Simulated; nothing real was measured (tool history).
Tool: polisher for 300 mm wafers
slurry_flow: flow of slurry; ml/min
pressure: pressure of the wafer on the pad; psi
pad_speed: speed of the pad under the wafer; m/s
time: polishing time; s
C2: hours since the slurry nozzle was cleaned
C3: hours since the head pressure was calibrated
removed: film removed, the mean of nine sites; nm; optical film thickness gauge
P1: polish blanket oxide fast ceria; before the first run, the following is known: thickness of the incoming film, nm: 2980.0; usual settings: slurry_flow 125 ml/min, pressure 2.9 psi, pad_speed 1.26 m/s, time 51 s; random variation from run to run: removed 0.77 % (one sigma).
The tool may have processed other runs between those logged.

{"run": 1, "hour": 11.1, "slurry_flow": 125, "pressure": 2.9, "pad_speed": 1.26, "time": 51, "wafers polished on this pad": 192, "C2": 274.0, "C3": 455.2, "removed": 1174.9}
{"run": 2, "hour": 19.2, "slurry_flow": 125, "pressure": 2.9, "pad_speed": 2.0, "time": 51, "wafers polished on this pad": 286, "C2": 282.1, "C3": 463.3, "removed": 1898.5}
{"run": 3, "hour": 29.1, "slurry_flow": 125, "pressure": 2.9, "pad_speed": 0.82, "time": 51, "wafers polished on this pad": 401, "C2": 292.0, "C3": 473.2, "removed": 761.83}
{"run": 4, "hour": 43.5, "slurry_flow": 125, "pressure": 2.9, "pad_speed": 1.26, "time": 51, "wafers polished on this pad": 569, "C2": 306.4, "C3": 487.6, "removed": 1192.2}
{"run": 5, "hour": 56.9, "slurry_flow": 125, "pressure": 1.8, "pad_speed": 1.26, "time": 51, "wafers polished on this pad": 725, "C2": 319.8, "C3": 501.0, "removed": 727.5}
{"run": 6, "hour": 69.1, "slurry_flow": 190, "pressure": 2.9, "pad_speed": 1.26, "time": 51, "wafers polished on this pad": 866, "C2": 332.0, "C3": 513.2, "removed": 1283.4}
{"run": 7, "hour": 76.3, "slurry_flow": 125, "pressure": 2.9, "pad_speed": 1.26, "time": 23, "wafers polished on this pad": 950, "C2": 339.2, "C3": 520.4, "removed": 536.2}
{"run": 8, "hour": 86.4, "slurry_flow": 125, "pressure": 2.9, "pad_speed": 1.26, "time": 51, "wafers polished on this pad": 1068, "C2": 349.3, "C3": 530.5, "removed": 1188.0}
{"hour": 89.1, "done": "head pressure recalibrated"}
{"run": 9, "hour": 101.1, "slurry_flow": 170, "pressure": 4.1, "pad_speed": 1.26, "time": 51, "wafers polished on this pad": 1239, "C2": 364.0, "C3": 12.1, "removed": 1776.9}
{"run": 10, "hour": 112.1, "slurry_flow": 125, "pressure": 2.9, "pad_speed": 1.26, "time": 51, "wafers polished on this pad": 1367, "C2": 375.0, "C3": 23.1, "removed": 1165.8}
{"run": 11, "hour": 125.1, "slurry_flow": 125, "pressure": 2.9, "pad_speed": 1.26, "time": 51, "wafers polished on this pad": 1518, "C2": 388.0, "C3": 36.1, "removed": 1190.3}
{"run": 12, "hour": 136.5, "slurry_flow": 75, "pressure": 2.9, "pad_speed": 1.26, "time": 51, "wafers polished on this pad": 1650, "C2": 399.4, "C3": 47.5, "removed": 1026.7}
{"run": 13, "hour": 144.3, "slurry_flow": 125, "pressure": 4.1, "pad_speed": 1.26, "time": 51, "wafers polished on this pad": 1741, "C2": 407.2, "C3": 55.3, "removed": 1688.9}
{"run": 14, "hour": 151.9, "slurry_flow": 125, "pressure": 2.9, "pad_speed": 1.26, "time": 73, "wafers polished on this pad": 1830, "C2": 414.8, "C3": 62.9, "removed": 1690.9}
{"run": 15, "hour": 159.8, "slurry_flow": 125, "pressure": 2.9, "pad_speed": 1.26, "time": 51, "wafers polished on this pad": 1921, "C2": 422.7, "C3": 70.8, "removed": 1188.5}
{"run": 16, "hour": 174.3, "slurry_flow": 125, "pressure": 2.9, "pad_speed": 1.26, "time": 51, "wafers polished on this pad": 2090, "C2": 437.2, "C3": 85.3, "removed": 1136.1}
{"run": 17, "hour": 182.9, "slurry_flow": 125, "pressure": 2.9, "pad_speed": 1.26, "time": 51, "wafers polished on this pad": 2190, "C2": 445.8, "C3": 93.9, "removed": 1152.5}
{"run": 18, "hour": 190.1, "slurry_flow": 125, "pressure": 2.9, "pad_speed": 1.26, "time": 51, "wafers polished on this pad": 2274, "C2": 453.0, "C3": 101.1, "removed": 1128.9}
{"run": 19, "hour": 202.5, "slurry_flow": 125, "pressure": 2.9, "pad_speed": 1.26, "time": 51, "wafers polished on this pad": 2418, "C2": 465.4, "C3": 113.5, "removed": 1110.7}
{"run": 20, "hour": 216.2, "slurry_flow": 125, "pressure": 2.9, "pad_speed": 1.26, "time": 51, "wafers polished on this pad": 2577, "C2": 479.1, "C3": 127.2, "removed": 1077.0}
{"run": 21, "hour": 227.6, "slurry_flow": 125, "pressure": 2.9, "pad_speed": 1.26, "time": 51, "wafers polished on this pad": 2710, "C2": 490.5, "C3": 138.6, "removed": 1085.3}
{"run": 22, "hour": 236.5, "slurry_flow": 125, "pressure": 2.9, "pad_speed": 1.26, "time": 51, "wafers polished on this pad": 2814, "C2": 499.4, "C3": 147.5, "removed": 1100.4}
{"hour": 238.9, "done": "worn pad replaced by a new one"}
{"run": 23, "hour": 244.4, "slurry_flow": 125, "pressure": 2.9, "pad_speed": 1.26, "time": 51, "wafers polished on this pad": 64, "C2": 507.3, "C3": 155.4, "removed": 1081.4}
{"run": 24, "hour": 259.0, "slurry_flow": 125, "pressure": 2.9, "pad_speed": 1.26, "time": 51, "wafers polished on this pad": 234, "C2": 521.9, "C3": 170.0, "removed": 1077.9}
{"run": 25, "hour": 273.8, "slurry_flow": 125, "pressure": 2.9, "pad_speed": 1.26, "time": 51, "wafers polished on this pad": 406, "C2": 536.7, "C3": 184.8, "removed": 1077.9}

Run 26, settings as shown, results not yet in. Your forecast:
{"run": 26, "hour": 285.7, "slurry_flow": 125, "pressure": 2.9, "pad_speed": 1.26, "time": 51, "wafers polished on this pad": 544, "C2": 548.6, "C3": 196.7, "removed": "?"}

Run 26 gave removed 1062.30 nm.
